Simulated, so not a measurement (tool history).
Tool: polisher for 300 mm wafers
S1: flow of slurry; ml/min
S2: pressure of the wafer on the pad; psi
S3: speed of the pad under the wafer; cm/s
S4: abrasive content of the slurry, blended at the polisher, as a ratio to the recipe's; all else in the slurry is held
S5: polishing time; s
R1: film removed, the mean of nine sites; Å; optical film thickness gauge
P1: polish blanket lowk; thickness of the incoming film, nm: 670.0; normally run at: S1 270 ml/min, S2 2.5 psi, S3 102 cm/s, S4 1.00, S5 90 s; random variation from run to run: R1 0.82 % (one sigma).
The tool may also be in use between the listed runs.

| run | day | S1 | S2 | S3 | S4 | S5 | R1 |
|---|---|---|---|---|---|---|---|
| 1 | 0.392 | 270 | 2.5 | 102 | 1.00 | 90 | 473.19 |
| 2 | 0.846 | 270 | 2.5 | 102 | 1.00 | 90 | 468.84 |
| 3 | 1.300 | 270 | 2.5 | 102 | 1.00 | 138 | 716.76 |
| 4 | 1.612 | 270 | 2.5 | 102 | 0.55 | 90 | 336.08 |
| 5 | 2.021 | 270 | 3.5 | 102 | 1.00 | 46 | 333.60 |
| 6 | 2.392 | 270 | 3.8 | 102 | 1.35 | 90 | 804.58 |
|  | 2.638 | slurry blender recalibrated |
| 7 | 2.804 | 270 | 2.5 | 102 | 1.00 | 90 | 465.65 |
| 8 | 3.117 | 270 | 2.5 | 102 | 1.00 | 90 | 470.54 |
| 9 | 3.708 | 160 | 2.5 | 102 | 1.00 | 90 | 438.11 |
| 10 | 3.996 | 270 | 2.5 | 102 | 1.00 | 90 | 468.71 |
| 11 | 4.600 | 270 | 3.5 | 102 | 1.00 | 90 | 658.90 |
| 12 | 5.158 | 270 | 1.1 | 102 | 1.00 | 90 | 208.26 |
| 13 | 5.692 | 270 | 2.5 | 64 | 1.00 | 90 | 321.74 |
| 14 | 6.158 | 270 | 2.5 | 102 | 1.00 | 42 | 219.38 |
| 15 | 6.779 | 270 | 2.5 | 102 | 0.65 | 110 | 459.51 |
| 16 | 7.342 | 270 | 2.5 | 102 | 1.00 | 90 | 470.34 |
| 17 | 7.979 | 430 | 2.5 | 102 | 1.00 | 90 | 488.89 |
| 18 | 8.412 | 270 | 2.5 | 102 | 1.35 | 90 | 527.00 |
| 19 | 8.738 | 270 | 2.5 | 102 | 1.00 | 90 | 474.42 |
| 20 | 9.029 | 270 | 2.5 | 132 | 1.00 | 90 | 565.70 |
| 21 | 9.496 | 270 | 2.5 | 102 | 1.00 | 90 | 465.25 |
| 22 | 10.008 | 270 | 2.5 | 102 | 1.00 | 90 | 445.44 |
| 23 | 10.325 | 270 | 2.5 | 102 | 1.00 | 90 | 442.52 |
|  | 10.688 | conditioning disc replaced and pad reconditioned |
| 24 | 10.883 | 270 | 2.5 | 102 | 1.00 | 90 | 430.31 |
|  | 10.933 | head pressure recalibrated |
| 25 | 11.300 | 270 | 2.5 | 102 | 1.00 | 90 | 429.29 |
|  | 11.512 | slurry nozzle cleaned |
| 26 | 11.721 | 270 | 2.5 | 102 | 1.00 | 90 | 429.37 |
| 27 | 12.208 | 270 | 2.5 | 102 | 1.00 | 90 | 431.07 |

What P1 gives has crept away from where it was. These 2 causes fit the log equally well, each at the size given:
A: abrasive missing from the slurry, % = 17.3
B: removal rate lost through wear of the pad, % = 8.67
The creep began at about day 9.496.
Why every other cause is out:
slurry flow missing at the pad, %: serviced at day 11.512, which brought nothing back
head's pressure below its setpoint, %: serviced at day 10.933, which brought nothing back
time polished since the conditioner stopped cutting, s: serviced at day 10.688, which brought nothing back

4 check runs are offered, each on 5 wafers whose results are averaged, their results left as question marks. Which one tells the causes apart?
| check 1 | 12.696 | 160 | 2.5 | 102 | 1.00 | 43 | ? |
| check 2 | 12.696 | 270 | 1.6 | 102 | 1.00 | 90 | ? |
| check 3 | 12.696 | 420 | 2.5 | 102 | 1.00 | 45 | ? |
| check 4 | 12.696 | 370 | 2.5 | 102 | 0.55 | 90 | ? |

What each check would give under each cause:
| check | result | if A | if B |
|---|---|---|---|
| check 1 | R1 | 190.86 | 190.89 |
| check 2 | R1 | 273.43 | 273.47 |
| check 3 | R1 | 221.38 | 221.41 |
| check 4 | R1 | 311.14 | 319.97 |
How far apart the two closest causes lie, in the result that separates them most: check 1 0.01 %; check 2 0.01 %; check 3 0.01 %; check 4 2.8 %
Only check 4 tells the causes apart: in the others they would give nearly the same result.

Check 4 was then run and gave: R1 311.10 Å. Which cause is it?

It is A: abrasive missing from the slurry, %.
